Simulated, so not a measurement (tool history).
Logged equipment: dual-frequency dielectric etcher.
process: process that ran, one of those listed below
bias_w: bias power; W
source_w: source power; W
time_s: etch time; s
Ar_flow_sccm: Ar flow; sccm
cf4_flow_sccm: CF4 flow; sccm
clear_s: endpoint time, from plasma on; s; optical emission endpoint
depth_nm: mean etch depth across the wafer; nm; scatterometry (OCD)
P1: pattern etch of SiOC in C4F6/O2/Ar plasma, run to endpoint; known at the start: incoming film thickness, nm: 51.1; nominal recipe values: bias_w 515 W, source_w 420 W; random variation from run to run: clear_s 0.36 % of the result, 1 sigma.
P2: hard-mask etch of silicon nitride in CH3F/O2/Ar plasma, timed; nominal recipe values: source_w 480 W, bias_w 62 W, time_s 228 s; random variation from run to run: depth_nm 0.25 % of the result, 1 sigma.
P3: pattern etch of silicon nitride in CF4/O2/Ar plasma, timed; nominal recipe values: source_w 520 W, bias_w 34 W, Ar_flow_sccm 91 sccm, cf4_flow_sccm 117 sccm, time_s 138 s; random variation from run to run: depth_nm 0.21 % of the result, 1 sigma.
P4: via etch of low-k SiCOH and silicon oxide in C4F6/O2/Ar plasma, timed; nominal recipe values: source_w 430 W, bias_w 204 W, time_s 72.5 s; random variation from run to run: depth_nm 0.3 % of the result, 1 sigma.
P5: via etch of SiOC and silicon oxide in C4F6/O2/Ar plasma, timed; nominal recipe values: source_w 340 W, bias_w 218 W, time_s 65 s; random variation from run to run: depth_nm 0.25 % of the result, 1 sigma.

run,hour,process,bias_w,source_w,time_s,Ar_flow_sccm,cf4_flow_sccm,clear_s,depth_nm
1,9.3,P1,515,420,,,,17.35,
2,14.1,P1,515,420,,,,17.387,
3,19.5,P1,318,320,,,,22.887,
4,27,P2,62,480,228,,,,162.56
5,32.6,P1,669,420,,,,15.73,
6,41.8,P3,26,520,138,91,117,,222.96
7,46.6,P4,285,430,72.5,,,,240.44
8,55.1,P5,218,340,65,,,,74.565
9,64.2,P4,204,430,108.5,,,,322.87
10,72.2,P5,218,340,65,,,,74.667
11,78.5,P3,34,310,138,91,117,,154.42
12,83.6,P5,218,240,65,,,,65.373
13,87.8,P5,271,340,65,,,,80.855
14,95.9,P1,401,320,,,,21.134,
15,102.4,P2,62,480,312.5,,,,222.82
16,109.5,P1,416,540,,,,17.164,
17,115.6,P2,82,480,228,,,,178.52
18,124.6,P4,204,430,72.5,,,,214.82
19,131.2,P4,204,270,72.5,,,,179.55
20,136.1,P1,515,270,,,,20.453,
21,145,P1,515,420,,,,17.38,
22,149.5,P4,204,430,72.5,,,,214.28
23,157.8,P5,218,340,45,,,,51.776
24,165.5,P3,34,520,138,91,117,,243.84
25,172.9,P3,34,520,206,91,117,,363.64
26,181.8,P1,515,540,,,,15.821,
27,189,P3,34,520,138,91,94,,236.51
28,194.2,P1,395,420,,,,19.151,
29,200.5,P1,515,420,,,,17.292,
30,208.2,P3,34,520,138,114,117,,236.73
31,215.1,P2,62,610,228,,,,178.61
32,223.9,P1,515,420,,,,17.254,
33,231.9,P1,515,420,,,,17.337,
34,238.5,P1,515,420,,,,17.294,
35,243.1,P1,515,420,,,,17.122,
36,247.3,P1,515,420,,,,17.127,
37,252.1,P1,515,420,,,,17.201,
# hour 256.2: wet clean of the chamber
38,258.8,P1,515,420,,,,17.206,
39,264,P1,515,420,,,,17.087,
40,271.9,P1,515,420,,,,17.127,

Forecast run 41:
41,278.6,P1,515,420,,,,?,

{"run 41": {"clear_s": 17.1}}

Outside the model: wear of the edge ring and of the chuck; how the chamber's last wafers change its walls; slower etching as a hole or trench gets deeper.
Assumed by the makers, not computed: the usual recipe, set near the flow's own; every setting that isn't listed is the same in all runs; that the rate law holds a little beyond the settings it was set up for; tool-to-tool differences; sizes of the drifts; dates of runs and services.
